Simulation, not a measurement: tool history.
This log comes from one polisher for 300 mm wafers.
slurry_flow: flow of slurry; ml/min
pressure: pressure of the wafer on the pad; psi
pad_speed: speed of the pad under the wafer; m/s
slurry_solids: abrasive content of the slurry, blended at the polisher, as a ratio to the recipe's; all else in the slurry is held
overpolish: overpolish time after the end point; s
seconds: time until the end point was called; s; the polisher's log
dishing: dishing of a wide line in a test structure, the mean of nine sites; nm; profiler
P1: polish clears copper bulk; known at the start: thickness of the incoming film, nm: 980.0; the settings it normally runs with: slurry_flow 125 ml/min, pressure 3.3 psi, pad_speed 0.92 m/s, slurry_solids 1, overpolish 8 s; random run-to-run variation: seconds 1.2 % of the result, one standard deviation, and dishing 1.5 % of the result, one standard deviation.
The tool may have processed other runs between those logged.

run	hour	slurry_flow	pressure	pad_speed	slurry_solids	overpolish	wafers polished on this pad	hours since the slurry nozzle was cleaned	hours since the head pressure was calibrated	hours since the slurry blender was calibrated	seconds	dishing
1	13.3	125	3.3	0.92	1	8	739	379.7	386.7	130.7	112.12	48.691
2	31.2	125	3.3	0.92	1	14	929	397.6	404.6	148.6	111.03	76.455
3	42.9	195	3.3	0.92	1	8	1053	409.3	416.3	160.3	104.83	50.707
4	60	125	3.3	0.92	1	8	1235	426.4	433.4	177.4	111.49	46.95
5	71.3	125	3.3	0.92	1	8	1355	437.7	444.7	188.7	111.88	47.772
6	87.1	125	3.3	0.66	1	8	1523	453.5	460.5	204.5	155.97	35.824
# hour 92.3: slurry blender recalibrated
7	95.5	125	3.3	0.92	0.65	8	1613	461.9	468.9	3.3	122.12	43.4
8	104.6	125	5.1	1.42	1	8	1710	471	478	12.4	47.748	97.562
9	114.8	125	1.9	0.92	1	8	1818	481.2	488.2	22.6	192.86	28.301
10	129.2	125	5	0.92	1	8	1971	495.6	502.6	37	75.993	67.207
11	142.1	125	3.3	0.92	1	3	2108	508.5	515.5	49.9	111.81	19.491
# hour 143.2: head pressure recalibrated
12	154.1	190	3.3	0.92	1	4	2236	520.5	11	61.9	106.73	27.356
13	164.2	125	3.3	0.92	1	8	2343	530.6	21.1	72	109.45	47.142
14	179.2	125	3.3	1.46	1	8	2503	545.6	36.1	87	69.284	67.315
15	187.5	75	3.3	0.92	1	8	2591	553.9	44.4	95.3	127.26	42.878
16	204.4	125	3.3	0.92	1.4	8	2771	570.8	61.3	112.2	107.3	49.924
17	220.1	125	3.3	0.66	1.3	8	2938	586.5	77	127.9	148.31	37.682
18	229.8	125	3.3	0.92	1	8	3041	596.2	86.7	137.6	111.38	49.738
19	247.1	125	3.3	0.92	1	8	3225	613.5	104	154.9	119.26	44.908
20	259.4	125	3.3	0.92	1	8	3356	625.8	116.3	167.2	119.9	43.176
# hour 266.8: head pressure recalibrated
21	272.1	125	3.3	0.92	1	8	3491	638.5	5.4	179.9	124.22	43.73
22	281.2	125	3.3	0.92	1	8	3587	647.6	14.5	189	125.49	43.807
# hour 284.7: slurry blender recalibrated
23	292.9	125	3.3	0.92	1	8	3712	659.3	26.2	8.3	124.82	42.747
24	306.3	125	3.3	0.92	1	8	3854	672.7	39.6	21.7	127.4	42.818
25	315.6	125	3.3	0.92	1	8	3953	682	48.9	31	126.64	43.654

Something has made what P1 gives creep away from where it was; the 2 causes below, each at its own stated size, fit the log equally well:
A: slurry flow missing at the pad, % = 38.2
B: removal rate lost through wear of the pad, % = 11.6
The creep began at about hour 229.8.
Ruled out, with reasons:
head's pressure below its setpoint, %: work on it at hour 266.8, done after the drift set in, did not restore what the process gave before
abrasive missing from the slurry, %: work on it at hour 284.7, done after the drift set in, did not restore what the process gave before

Each of the check runs listed below is run on 5 wafers and reports their average, with the results left as question marks. Pick the one under which the possible causes would lead to clearly different results.
check 1	324.9	185	3.3	0.92	1	8					?	?
check 2	324.9	125	4.9	0.92	1	8					?	?
check 3	324.9	125	2.1	0.92	0.75	8					?	?
check 4	324.9	125	3.3	0.92	1	4					?	?

How each check would come out, cause by cause:
check	result	if A	if B
check 1	seconds	113.97	118.25
check 1	dishing	47.021	45.553
check 2	seconds	85.164	85.192
check 2	dishing	61.549	61.533
check 3	seconds	211.13	211.19
check 3	dishing	26.656	26.648
check 4	seconds	126.46	126.5
check 4	dishing	22.939	22.933
Minimum pairwise separation of causes per check, each pair taken at its best-separating result: check 1 3.69 %; check 2 0.03 %; check 3 0.03 %; check 4 0.03 %
Check 1 is the one run that separates the causes; every other check would come out nearly the same whichever cause is at work.

With check 1 done, the readings were: seconds 113.72 s; dishing 46.868 nm. Identify which of the listed causes applies.

It was cause A: slurry flow missing at the pad, %.
